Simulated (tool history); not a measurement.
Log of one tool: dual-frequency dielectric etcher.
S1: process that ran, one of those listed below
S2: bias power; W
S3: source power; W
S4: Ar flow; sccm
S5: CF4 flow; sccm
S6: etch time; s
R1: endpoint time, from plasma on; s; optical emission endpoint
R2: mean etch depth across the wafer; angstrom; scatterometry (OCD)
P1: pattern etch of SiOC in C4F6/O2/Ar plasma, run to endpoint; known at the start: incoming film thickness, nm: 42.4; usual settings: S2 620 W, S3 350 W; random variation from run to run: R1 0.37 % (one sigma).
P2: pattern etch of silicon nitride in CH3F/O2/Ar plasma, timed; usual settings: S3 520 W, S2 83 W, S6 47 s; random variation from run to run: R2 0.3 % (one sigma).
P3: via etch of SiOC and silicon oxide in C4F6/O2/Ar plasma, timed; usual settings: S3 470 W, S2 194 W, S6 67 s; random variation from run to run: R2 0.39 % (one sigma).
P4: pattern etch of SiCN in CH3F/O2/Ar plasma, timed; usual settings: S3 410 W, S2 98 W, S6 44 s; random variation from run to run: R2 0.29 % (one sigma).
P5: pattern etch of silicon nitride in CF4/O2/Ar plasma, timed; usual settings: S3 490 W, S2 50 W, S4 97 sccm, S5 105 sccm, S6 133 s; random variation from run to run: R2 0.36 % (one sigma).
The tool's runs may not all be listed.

{"run": 1, "hour": 11.8, "S1": "P1", "S2": 620, "S3": 350, "R1": 13.797}
{"run": 2, "hour": 29.4, "S1": "P5", "S2": 50, "S3": 490, "S4": 97, "S5": 105, "S6": 133, "R2": 2518.2}
{"run": 3, "hour": 46.7, "S1": "P4", "S2": 98, "S3": 410, "S6": 44, "R2": 191.37}
{"run": 4, "hour": 60.1, "S1": "P1", "S2": 451, "S3": 260, "R1": 17.275}
{"run": 5, "hour": 76.9, "S1": "P1", "S2": 620, "S3": 350, "R1": 13.706}
{"run": 6, "hour": 92.0, "S1": "P5", "S2": 50, "S3": 490, "S4": 97, "S5": 77, "S6": 133, "R2": 2416.5}
{"run": 7, "hour": 104.3, "S1": "P3", "S2": 194, "S3": 470, "S6": 67, "R2": 833.17}
{"run": 8, "hour": 120.8, "S1": "P5", "S2": 50, "S3": 490, "S4": 72, "S5": 105, "S6": 133, "R2": 2573.9}
{"run": 9, "hour": 134.5, "S1": "P5", "S2": 50, "S3": 490, "S4": 97, "S5": 105, "S6": 133, "R2": 2506.9}
{"run": 10, "hour": 152.1, "S1": "P1", "S2": 373, "S3": 270, "R1": 18.298}
{"run": 11, "hour": 166.8, "S1": "P1", "S2": 620, "S3": 350, "R1": 13.757}
{"run": 12, "hour": 176.8, "S1": "P1", "S2": 620, "S3": 350, "R1": 13.696}
{"run": 13, "hour": 193.9, "S1": "P3", "S2": 265, "S3": 470, "S6": 67, "R2": 917.89}
{"run": 14, "hour": 203.5, "S1": "P5", "S2": 50, "S3": 490, "S4": 97, "S5": 105, "S6": 99, "R2": 1864.9}
{"run": 15, "hour": 220.7, "S1": "P5", "S2": 70, "S3": 490, "S4": 97, "S5": 105, "S6": 133, "R2": 2843.7}
{"run": 16, "hour": 234.5, "S1": "P3", "S2": 194, "S3": 470, "S6": 84, "R2": 1042.6}
{"run": 17, "hour": 251.2, "S1": "P4", "S2": 98, "S3": 410, "S6": 65.5, "R2": 285.07}
{"hour": 255.9, "done": "source power generator calibrated"}
{"run": 18, "hour": 260.2, "S1": "P1", "S2": 779, "S3": 350, "R1": 12.599}
{"run": 19, "hour": 273.1, "S1": "P1", "S2": 492, "S3": 350, "R1": 15.027}
{"run": 20, "hour": 282.3, "S1": "P2", "S2": 83, "S3": 350, "S6": 47, "R2": 335.62}
{"run": 21, "hour": 298.0, "S1": "P4", "S2": 66, "S3": 410, "S6": 44, "R2": 166.45}
{"run": 22, "hour": 309.2, "S1": "P4", "S2": 98, "S3": 270, "S6": 44, "R2": 163.44}
{"run": 23, "hour": 326.8, "S1": "P2", "S2": 83, "S3": 520, "S6": 47, "R2": 392.15}
{"run": 24, "hour": 342.5, "S1": "P5", "S2": 50, "S3": 680, "S4": 97, "S5": 105, "S6": 133, "R2": 3337}
{"run": 25, "hour": 358.1, "S1": "P2", "S2": 83, "S3": 520, "S6": 58, "R2": 484.22}
{"run": 26, "hour": 369.4, "S1": "P1", "S2": 847, "S3": 250, "R1": 13.755}
{"run": 27, "hour": 378.2, "S1": "P1", "S2": 620, "S3": 440, "R1": 12.707}
{"run": 28, "hour": 394.0, "S1": "P1", "S2": 620, "S3": 270, "R1": 15.077}
{"run": 29, "hour": 412.5, "S1": "P2", "S2": 110, "S3": 520, "S6": 47, "R2": 433.7}
{"run": 30, "hour": 430.8, "S1": "P3", "S2": 194, "S3": 350, "S6": 67, "R2": 739}
{"run": 31, "hour": 447.1, "S1": "P1", "S2": 620, "S3": 350, "R1": 13.759}
{"run": 32, "hour": 458.1, "S1": "P1", "S2": 620, "S3": 350, "R1": 13.695}
{"run": 33, "hour": 468.4, "S1": "P1", "S2": 620, "S3": 350, "R1": 13.682}
{"run": 34, "hour": 482.3, "S1": "P1", "S2": 620, "S3": 350, "R1": 13.787}
{"run": 35, "hour": 492.1, "S1": "P1", "S2": 620, "S3": 350, "R1": 13.888}
{"run": 36, "hour": 510.5, "S1": "P1", "S2": 620, "S3": 350, "R1": 13.967}
{"run": 37, "hour": 524.8, "S1": "P1", "S2": 620, "S3": 350, "R1": 13.96}
{"hour": 531.0, "done": "wet clean of the chamber"}
{"run": 38, "hour": 536.8, "S1": "P1", "S2": 620, "S3": 350, "R1": 13.983}
{"run": 39, "hour": 544.9, "S1": "P1", "S2": 620, "S3": 350, "R1": 13.947}
{"run": 40, "hour": 555.7, "S1": "P1", "S2": 620, "S3": 350, "R1": 13.994}
{"run": 41, "hour": 572.9, "S1": "P1", "S2": 620, "S3": 350, "R1": 13.984}

What P1 gives has crept away from where it was. These 2 causes fit the log equally well, each at the size given:
A: bias power that arrives under what is set, % = 4.63
B: source power that arrives under what is set, % = 4.89
The creep began at about hour 468.4.
Why every other cause is out:
chamber walls in a state that lowers the etch rate, %: serviced at hour 531, which brought nothing back

4 check runs are offered, one wafer each, their results left as question marks. Which one tells the causes apart?
{"run": "check 1", "hour": 590.1, "S1": "P2", "S2": 83, "S3": 520, "S6": 47, "R2": "?"}
{"run": "check 2", "hour": 590.1, "S1": "P5", "S2": 50, "S3": 490, "S4": 97, "S5": 105, "S6": 133, "R2": "?"}
{"run": "check 3", "hour": 590.1, "S1": "P4", "S2": 98, "S3": 410, "S6": 44, "R2": "?"}
{"run": "check 4", "hour": 590.1, "S1": "P3", "S2": 194, "S3": 470, "S6": 67, "R2": "?"}

What each check would give under each cause:
check=check_1 result=R2 if_A=384.55 if_B=383.55
check=check_2 result=R2 if_A=2462.7 if_B=2399
check=check_3 result=R2 if_A=188 if_B=187.85
check=check_4 result=R2 if_A=815.47 if_B=812.1
How far apart the two closest causes lie, in the result that separates them most: check 1 0.26 %; check 2 2.62 %; check 3 0.08 %; check 4 0.41 %
Only check 2 tells the causes apart: in the others they would give nearly the same result.

Check 2 was then run and gave: R2 2396.8 angstrom. Which cause is it?

It is B: source power that arrives under what is set, %.
